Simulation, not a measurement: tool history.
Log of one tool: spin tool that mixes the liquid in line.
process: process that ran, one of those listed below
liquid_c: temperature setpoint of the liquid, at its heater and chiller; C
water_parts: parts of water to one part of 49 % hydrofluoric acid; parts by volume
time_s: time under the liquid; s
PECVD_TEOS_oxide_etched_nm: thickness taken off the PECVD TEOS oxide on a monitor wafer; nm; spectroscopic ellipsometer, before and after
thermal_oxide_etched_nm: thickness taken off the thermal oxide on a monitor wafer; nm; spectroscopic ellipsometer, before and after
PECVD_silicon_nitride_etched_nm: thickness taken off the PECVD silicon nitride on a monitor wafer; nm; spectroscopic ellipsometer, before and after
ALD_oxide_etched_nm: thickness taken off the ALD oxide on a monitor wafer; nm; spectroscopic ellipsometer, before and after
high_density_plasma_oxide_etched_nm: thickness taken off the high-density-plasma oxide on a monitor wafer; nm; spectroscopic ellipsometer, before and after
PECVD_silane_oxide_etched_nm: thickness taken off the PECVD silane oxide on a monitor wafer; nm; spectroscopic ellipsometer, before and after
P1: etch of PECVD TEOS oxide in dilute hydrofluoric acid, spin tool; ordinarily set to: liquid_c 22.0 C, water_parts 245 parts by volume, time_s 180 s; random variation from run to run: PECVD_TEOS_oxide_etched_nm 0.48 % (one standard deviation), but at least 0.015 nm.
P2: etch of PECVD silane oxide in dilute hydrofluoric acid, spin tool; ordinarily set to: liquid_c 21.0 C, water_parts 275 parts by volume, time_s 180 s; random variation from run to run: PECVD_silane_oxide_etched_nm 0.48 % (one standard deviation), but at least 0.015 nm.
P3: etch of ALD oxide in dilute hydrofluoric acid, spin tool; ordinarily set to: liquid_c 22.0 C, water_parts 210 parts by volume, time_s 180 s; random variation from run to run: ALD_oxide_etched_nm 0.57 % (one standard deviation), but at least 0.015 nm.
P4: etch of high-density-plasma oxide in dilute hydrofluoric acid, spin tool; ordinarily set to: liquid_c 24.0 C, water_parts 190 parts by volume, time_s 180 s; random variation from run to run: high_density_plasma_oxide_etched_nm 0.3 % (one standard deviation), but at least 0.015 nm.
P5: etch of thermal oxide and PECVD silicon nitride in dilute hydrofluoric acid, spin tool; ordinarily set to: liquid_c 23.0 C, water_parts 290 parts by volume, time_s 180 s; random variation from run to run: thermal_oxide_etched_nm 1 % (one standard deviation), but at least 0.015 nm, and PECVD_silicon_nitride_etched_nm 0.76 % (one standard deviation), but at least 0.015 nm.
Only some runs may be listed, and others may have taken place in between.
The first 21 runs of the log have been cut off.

run,day,process,liquid_c,water_parts,time_s,hours since the thermometer was replaced,hours since the hydrofluoric acid flow meter was replaced,PECVD_TEOS_oxide_etched_nm,thermal_oxide_etched_nm,PECVD_silicon_nitride_etched_nm,ALD_oxide_etched_nm,high_density_plasma_oxide_etched_nm,PECVD_silane_oxide_etched_nm
22,3.900,P2,21.0,275,180,1517.9,74.1,,,,,,17.9050
23,4.017,P5,23.0,290,15,1520.7,76.9,,0.19862,0.28557,,,
24,4.125,P1,22.0,445,180,1523.3,79.5,4.5662,,,,,
25,4.292,P4,24.0,190,270,1527.3,83.5,,,,,14.3310,
26,4.458,P1,22.0,245,180,1531.3,87.5,9.9111,,,,,
27,4.679,P1,22.0,245,360,1536.6,92.8,19.8860,,,,,
28,4.838,P1,17.0,145,180,1540.4,96.6,15.3210,,,,,
29,5.025,P1,22.0,245,180,1544.9,101.1,10.0540,,,,,
30,5.242,P4,24.0,190,180,1550.1,106.3,,,,,9.5592,
31,5.462,P3,22.0,210,315,1555.4,111.6,,,,15.9960,,
32,5.579,P2,21.0,275,35,1558.2,114.4,,,,,,3.4197
33,5.783,P3,22.0,315,180,1563.1,119.3,,,,5.5375,,
34,5.967,P1,22.0,245,180,1567.5,123.7,9.8552,,,,,
35,6.162,P1,22.0,245,180,1572.2,128.4,9.6486,,,,,
36,6.292,P1,22.0,245,180,1575.3,131.5,9.6700,,,,,
37,6.533,P1,22.0,245,180,1581.1,137.3,9.4845,,,,,
38,6.712,P1,22.0,245,180,1585.4,141.6,9.3240,,,,,
39,6.875,P1,22.0,245,180,1589.3,145.5,9.4227,,,,,
40,7.050,P1,22.0,245,180,1593.5,149.7,9.3770,,,,,
41,7.183,P1,22.0,245,180,1596.7,152.9,9.3876,,,,,
42,7.312,P1,22.0,245,180,1599.8,156.0,9.3911,,,,,

Run 43, settings as shown, results not yet in. Your forecast:
43,7.538,P1,22.0,245,180,1605.2,161.4,?,,,,,

PECVD_TEOS_oxide_etched_nm: 9.3043 nm
